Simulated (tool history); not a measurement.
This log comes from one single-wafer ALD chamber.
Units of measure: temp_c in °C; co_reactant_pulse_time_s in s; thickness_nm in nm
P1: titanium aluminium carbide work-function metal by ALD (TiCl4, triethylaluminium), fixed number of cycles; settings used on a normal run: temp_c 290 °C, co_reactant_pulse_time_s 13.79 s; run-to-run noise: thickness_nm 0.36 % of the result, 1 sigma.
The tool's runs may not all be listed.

{"run": 1, "hour": 11.5, "temp_c": 290, "co_reactant_pulse_time_s": 13.79, "thickness_nm": 1.9078}
{"run": 2, "hour": 26.9, "temp_c": 271, "co_reactant_pulse_time_s": 6.44, "thickness_nm": 1.5637}
{"run": 3, "hour": 41.8, "temp_c": 290, "co_reactant_pulse_time_s": 21.93, "thickness_nm": 1.9301}
{"run": 4, "hour": 54.6, "temp_c": 290, "co_reactant_pulse_time_s": 13.79, "thickness_nm": 1.9198}
{"run": 5, "hour": 67.5, "temp_c": 277, "co_reactant_pulse_time_s": 13.79, "thickness_nm": 1.8164}
{"run": 6, "hour": 78.4, "temp_c": 267, "co_reactant_pulse_time_s": 9.32, "thickness_nm": 1.6594}
{"run": 7, "hour": 85.5, "temp_c": 290, "co_reactant_pulse_time_s": 13.79, "thickness_nm": 1.9089}
{"run": 8, "hour": 95.4, "temp_c": 290, "co_reactant_pulse_time_s": 13.79, "thickness_nm": 1.9127}
{"run": 9, "hour": 107.8, "temp_c": 290, "co_reactant_pulse_time_s": 13.79, "thickness_nm": 1.9092}
{"run": 10, "hour": 120.6, "temp_c": 290, "co_reactant_pulse_time_s": 13.79, "thickness_nm": 1.9109}
{"run": 11, "hour": 131.3, "temp_c": 274, "co_reactant_pulse_time_s": 21.27, "thickness_nm": 1.783}
{"run": 12, "hour": 138.7, "temp_c": 290, "co_reactant_pulse_time_s": 13.79, "thickness_nm": 1.9094}
{"run": 13, "hour": 146.0, "temp_c": 290, "co_reactant_pulse_time_s": 6.88, "thickness_nm": 1.7414}
{"run": 14, "hour": 154.7, "temp_c": 315, "co_reactant_pulse_time_s": 13.79, "thickness_nm": 2.1321}
{"run": 15, "hour": 165.2, "temp_c": 290, "co_reactant_pulse_time_s": 13.79, "thickness_nm": 1.9267}
{"run": 16, "hour": 179.7, "temp_c": 290, "co_reactant_pulse_time_s": 13.79, "thickness_nm": 1.9078}
{"run": 17, "hour": 188.3, "temp_c": 290, "co_reactant_pulse_time_s": 13.79, "thickness_nm": 1.8826}
{"run": 18, "hour": 200.4, "temp_c": 290, "co_reactant_pulse_time_s": 13.79, "thickness_nm": 1.8918}
{"run": 19, "hour": 214.9, "temp_c": 290, "co_reactant_pulse_time_s": 13.79, "thickness_nm": 1.8814}
{"run": 20, "hour": 223.6, "temp_c": 290, "co_reactant_pulse_time_s": 13.79, "thickness_nm": 1.8926}
{"run": 21, "hour": 230.7, "temp_c": 290, "co_reactant_pulse_time_s": 13.79, "thickness_nm": 1.8788}
{"run": 22, "hour": 244.9, "temp_c": 290, "co_reactant_pulse_time_s": 13.79, "thickness_nm": 1.8789}
{"run": 23, "hour": 258.2, "temp_c": 290, "co_reactant_pulse_time_s": 13.79, "thickness_nm": 1.8844}

Compared with where it was, what P1 gives has crept away. Each cause listed below fits the log as well as the rest, at the size given for it:
A: triethylaluminium dose below that of a fresh bottle (%) = 23.8
B: wafer temperature below the value expected at the setpoint (K) = 4.05
The creep began at about hour 165.2.

4 check runs are offered, one wafer each, their results left as question marks. Which one tells the causes apart?
{"run": "check 1", "hour": 271.5, "temp_c": 314, "co_reactant_pulse_time_s": 17.09, "thickness_nm": "?"}
{"run": "check 2", "hour": 271.5, "temp_c": 311, "co_reactant_pulse_time_s": 13.79, "thickness_nm": "?"}
{"run": "check 3", "hour": 271.5, "temp_c": 280, "co_reactant_pulse_time_s": 8.24, "thickness_nm": "?"}
{"run": "check 4", "hour": 271.5, "temp_c": 309, "co_reactant_pulse_time_s": 13.79, "thickness_nm": "?"}

Predicted outcomes, by check and by cause:
check=check_1 result=thickness_nm if_A=2.1168 if_B=2.0991
check=check_2 result=thickness_nm if_A=2.0578 if_B=2.0606
check=check_3 result=thickness_nm if_A=1.6321 if_B=1.7034
check=check_4 result=thickness_nm if_A=2.0406 if_B=2.0431
Per-check spread between the two closest causes, in the result where they differ most: check 1 0.84 %; check 2 0.14 %; check 3 4.27 %; check 4 0.12 %
Check 3 distinguishes between the causes, while the remaining checks would return nearly the same result for all of them.

The results of check 3 are: thickness_nm 1.6982 nm. Based on these, which of the listed causes is it?

It was cause B: wafer temperature below the value expected at the setpoint (K).

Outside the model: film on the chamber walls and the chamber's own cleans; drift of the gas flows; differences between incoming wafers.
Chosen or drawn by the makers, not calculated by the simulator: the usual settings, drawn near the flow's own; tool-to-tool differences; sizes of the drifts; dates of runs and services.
